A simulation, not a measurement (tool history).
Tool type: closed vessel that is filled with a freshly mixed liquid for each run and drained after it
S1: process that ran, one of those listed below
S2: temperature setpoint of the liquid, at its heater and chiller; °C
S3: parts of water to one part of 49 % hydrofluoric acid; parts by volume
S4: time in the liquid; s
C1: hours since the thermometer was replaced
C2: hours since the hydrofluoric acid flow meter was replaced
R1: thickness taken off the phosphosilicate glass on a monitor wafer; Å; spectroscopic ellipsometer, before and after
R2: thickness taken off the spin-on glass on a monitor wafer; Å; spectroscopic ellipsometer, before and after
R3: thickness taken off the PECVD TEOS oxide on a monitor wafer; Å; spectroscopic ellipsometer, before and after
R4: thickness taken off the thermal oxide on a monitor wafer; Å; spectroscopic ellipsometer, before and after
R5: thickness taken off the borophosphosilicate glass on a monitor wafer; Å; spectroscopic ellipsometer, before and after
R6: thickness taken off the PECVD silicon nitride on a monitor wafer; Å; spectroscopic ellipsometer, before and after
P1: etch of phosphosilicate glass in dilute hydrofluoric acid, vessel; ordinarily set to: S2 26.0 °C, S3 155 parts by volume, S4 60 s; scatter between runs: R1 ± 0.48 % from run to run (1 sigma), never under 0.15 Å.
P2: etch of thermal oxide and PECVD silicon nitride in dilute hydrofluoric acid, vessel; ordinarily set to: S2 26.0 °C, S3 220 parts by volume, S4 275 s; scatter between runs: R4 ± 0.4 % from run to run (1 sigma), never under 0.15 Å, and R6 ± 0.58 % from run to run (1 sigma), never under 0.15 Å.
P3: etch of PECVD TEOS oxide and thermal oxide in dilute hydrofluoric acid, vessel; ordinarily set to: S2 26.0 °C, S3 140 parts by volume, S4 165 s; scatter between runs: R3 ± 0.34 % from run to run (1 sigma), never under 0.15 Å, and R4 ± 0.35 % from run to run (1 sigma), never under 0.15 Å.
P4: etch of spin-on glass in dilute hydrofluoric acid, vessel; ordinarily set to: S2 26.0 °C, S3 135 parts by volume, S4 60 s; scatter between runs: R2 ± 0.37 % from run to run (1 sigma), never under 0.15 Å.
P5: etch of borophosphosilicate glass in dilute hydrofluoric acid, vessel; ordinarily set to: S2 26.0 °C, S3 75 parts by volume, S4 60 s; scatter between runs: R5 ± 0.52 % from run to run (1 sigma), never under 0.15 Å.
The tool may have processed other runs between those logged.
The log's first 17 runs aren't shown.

| run | hour | S1 | S2 | S3 | S4 | C1 | C2 | R1 | R2 | R3 | R4 | R5 | R6 |
|---|---|---|---|---|---|---|---|---|---|---|---|---|---|
| 18 | 107.9 | P5 | 20.5 | 75 | 60 | 779.8 | 42.4 |  |  |  |  | 328.05 |  |
| 19 | 112.8 | P3 | 26.0 | 140 | 165 | 784.7 | 47.3 |  |  | 218.56 | 58.770 |  |  |
| 20 | 119.7 | P2 | 21.5 | 220 | 275 | 791.6 | 54.2 |  |  |  | 50.095 |  | 26.027 |
| 21 | 125.8 | P2 | 26.0 | 220 | 275 | 797.7 | 60.3 |  |  |  | 59.564 |  | 34.742 |
| 22 | 129.6 | P1 | 26.0 | 155 | 115 | 801.5 | 64.1 | 675.54 |  |  |  |  |  |
| 23 | 133.3 | P4 | 26.0 | 135 | 60 | 805.2 | 67.8 |  | 215.11 |  |  |  |  |
| 24 | 139.9 | P2 | 26.0 | 220 | 275 | 811.8 | 74.4 |  |  |  | 59.349 |  | 35.109 |
| 25 | 143.9 | P4 | 26.0 | 135 | 115 | 815.8 | 78.4 |  | 409.31 |  |  |  |  |
| 26 | 149.1 | P1 | 26.0 | 155 | 60 | 821.0 | 83.6 | 351.35 |  |  |  |  |  |
| 27 | 153.6 | P1 | 26.0 | 155 | 30 | 825.5 | 88.1 | 176.29 |  |  |  |  |  |
| 28 | 159.1 | P1 | 26.0 | 155 | 60 | 831.0 | 93.6 | 353.52 |  |  |  |  |  |
| 29 | 165.8 | P1 | 26.0 | 280 | 60 | 837.7 | 100.3 | 170.03 |  |  |  |  |  |
| 30 | 170.2 | P1 | 33.0 | 265 | 60 | 842.1 | 104.7 | 231.12 |  |  |  |  |  |
| 31 | 177.4 | P5 | 26.0 | 75 | 60 | 849.3 | 111.9 |  |  |  |  | 409.00 |  |
| 32 | 185.1 | P1 | 21.0 | 155 | 60 | 857.0 | 119.6 | 291.52 |  |  |  |  |  |
| 33 | 192.8 | P5 | 26.0 | 75 | 100 | 864.7 | 127.3 |  |  |  |  | 679.65 |  |
| 34 | 199.7 | P4 | 26.0 | 135 | 60 | 871.6 | 134.2 |  | 215.32 |  |  |  |  |
| 35 | 204.1 | P1 | 26.0 | 155 | 60 | 876.0 | 138.6 | 351.05 |  |  |  |  |  |
| 36 | 211.1 | P1 | 26.0 | 155 | 60 | 883.0 | 145.6 | 337.14 |  |  |  |  |  |
| 37 | 215.3 | P1 | 26.0 | 155 | 60 | 887.2 | 149.8 | 332.52 |  |  |  |  |  |
| 38 | 219.1 | P1 | 26.0 | 155 | 60 | 891.0 | 153.6 | 327.52 |  |  |  |  |  |
| 39 | 225.9 | P1 | 26.0 | 155 | 60 | 897.8 | 160.4 | 323.03 |  |  |  |  |  |
| 40 | 233.0 | P1 | 26.0 | 155 | 60 | 904.9 | 167.5 | 323.80 |  |  |  |  |  |
| 41 | 237.5 | P1 | 26.0 | 155 | 60 | 909.4 | 172.0 | 320.76 |  |  |  |  |  |

Run 42 is up next; what results do you expect?
| 42 | 243.0 | P1 | 26.0 | 155 | 60 | 914.9 | 177.5 | ? |  |  |  |  |  |

{"run 42": {"R1": 321.39}}

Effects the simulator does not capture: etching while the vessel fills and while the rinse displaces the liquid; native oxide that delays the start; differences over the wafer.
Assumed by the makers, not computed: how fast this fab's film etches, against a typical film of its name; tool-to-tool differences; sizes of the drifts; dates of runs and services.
